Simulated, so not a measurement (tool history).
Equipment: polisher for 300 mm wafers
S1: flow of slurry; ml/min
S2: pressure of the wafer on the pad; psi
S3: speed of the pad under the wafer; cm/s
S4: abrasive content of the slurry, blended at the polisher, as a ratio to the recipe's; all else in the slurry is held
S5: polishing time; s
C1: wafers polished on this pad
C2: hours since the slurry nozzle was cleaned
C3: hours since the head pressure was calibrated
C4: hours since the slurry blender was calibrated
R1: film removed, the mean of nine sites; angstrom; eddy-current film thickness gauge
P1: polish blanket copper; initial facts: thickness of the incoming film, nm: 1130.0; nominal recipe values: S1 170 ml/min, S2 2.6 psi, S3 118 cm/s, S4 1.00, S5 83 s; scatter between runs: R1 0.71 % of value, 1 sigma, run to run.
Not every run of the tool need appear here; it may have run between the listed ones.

run,hour,S1,S2,S3,S4,S5,C1,C2,C3,C4,R1
1,15.0,170,2.6,118,1.00,83,1062,621.9,358.9,212.9,2986.9
2,29.0,170,2.6,118,0.75,83,1211,635.9,372.9,226.9,2814.8
3,38.5,170,2.6,118,1.00,83,1311,645.4,382.4,236.4,2989.0
4,49.3,170,2.6,118,1.00,37,1425,656.2,393.2,247.2,1331.7
5,59.0,170,2.6,118,1.25,83,1528,665.9,402.9,256.9,3100.8
# hour 68.4: head pressure recalibrated
# hour 68.8: worn pad replaced by a new one
6,70.6,170,2.6,118,1.00,83,19,677.5,2.2,268.5,2997.0
7,85.3,170,3.8,118,1.00,83,174,692.2,16.9,283.2,4369.3
8,96.8,110,2.6,118,1.00,83,296,703.7,28.4,294.7,2788.9
9,105.6,170,2.6,118,1.00,83,389,712.5,37.2,303.5,2978.3
10,121.1,255,2.6,118,1.00,83,553,728.0,52.7,319.0,3118.8
11,133.4,170,2.6,188,1.00,83,684,740.3,65.0,331.3,4742.6
12,148.5,170,2.6,118,1.00,123,843,755.4,80.1,346.4,4422.6
13,165.1,170,1.2,118,1.00,83,1019,772.0,96.7,363.0,1364.1
14,172.7,100,2.6,118,0.55,83,1100,779.6,104.3,370.6,2372.5
15,187.2,170,2.6,56,1.00,83,1253,794.1,118.8,385.1,1417.2
16,195.5,170,2.6,118,1.00,83,1341,802.4,127.1,393.4,2984.9
17,209.0,170,2.6,118,1.00,83,1484,815.9,140.6,406.9,2847.6
18,223.5,170,2.6,118,1.00,83,1638,830.4,155.1,421.4,2834.1
19,239.8,170,2.6,118,1.00,83,1810,846.7,171.4,437.7,2805.7
# hour 247.9: slurry blender recalibrated
20,251.5,170,2.6,118,1.00,83,1934,858.4,183.1,3.7,2748.8
21,261.8,170,2.6,118,1.00,83,2043,868.7,193.4,14.0,2801.4
# hour 265.3: worn pad replaced by a new one
22,269.2,170,2.6,118,1.00,83,41,876.1,200.8,21.4,2744.4
23,276.8,170,2.6,118,1.00,83,122,883.7,208.4,29.0,2782.1
24,287.1,170,2.6,118,1.00,83,231,894.0,218.7,39.3,2772.5
25,300.6,170,2.6,118,1.00,83,374,907.5,232.2,52.8,2732.8

Compared with where it was, what P1 gives has crept away. Each cause listed below fits the log as well as the rest, at the size given for it:
A: slurry flow missing at the pad, % = 34.6
B: head's pressure below its setpoint, % = 7.7
The drift started at roughly hour 195.5.
All other causes, with the reason each is excluded:
removal rate lost through wear of the pad, %: work on it at hour 265.3, done after the drift set in, did not restore what the process gave before
abrasive missing from the slurry, %: work on it at hour 247.9, done after the drift set in, did not restore what the process gave before

Which of the 4 check runs listed below, each an average over 5 wafers with its results shown as question marks, gives clearly different results under the different listed causes?
check 1,314.1,170,1.2,118,1.00,61,,,,,?
check 2,314.1,170,2.6,62,1.00,45,,,,,?
check 3,314.1,250,2.6,118,1.00,83,,,,,?
check 4,314.1,170,2.6,58,1.00,83,,,,,?

Predicted outcomes, by check and by cause:
check,result,if A,if B
check 1,R1,932.70,932.78
check 2,R1,783.30,783.36
check 3,R1,2961.10,2890.80
check 4,R1,1351.50,1351.60
Smallest distance between any two causes, each pair judged by its most separating result, in per cent: check 1 0.01 %; check 2 0.01 %; check 3 2.4 %; check 4 0.01 %
Only check 3 tells the causes apart: in the others they would give nearly the same result.

Check 3 was carried out, with these results: R1 2886.20 angstrom. Which of the listed causes is responsible?

The correct cause is B, namely: head's pressure below its setpoint, %.
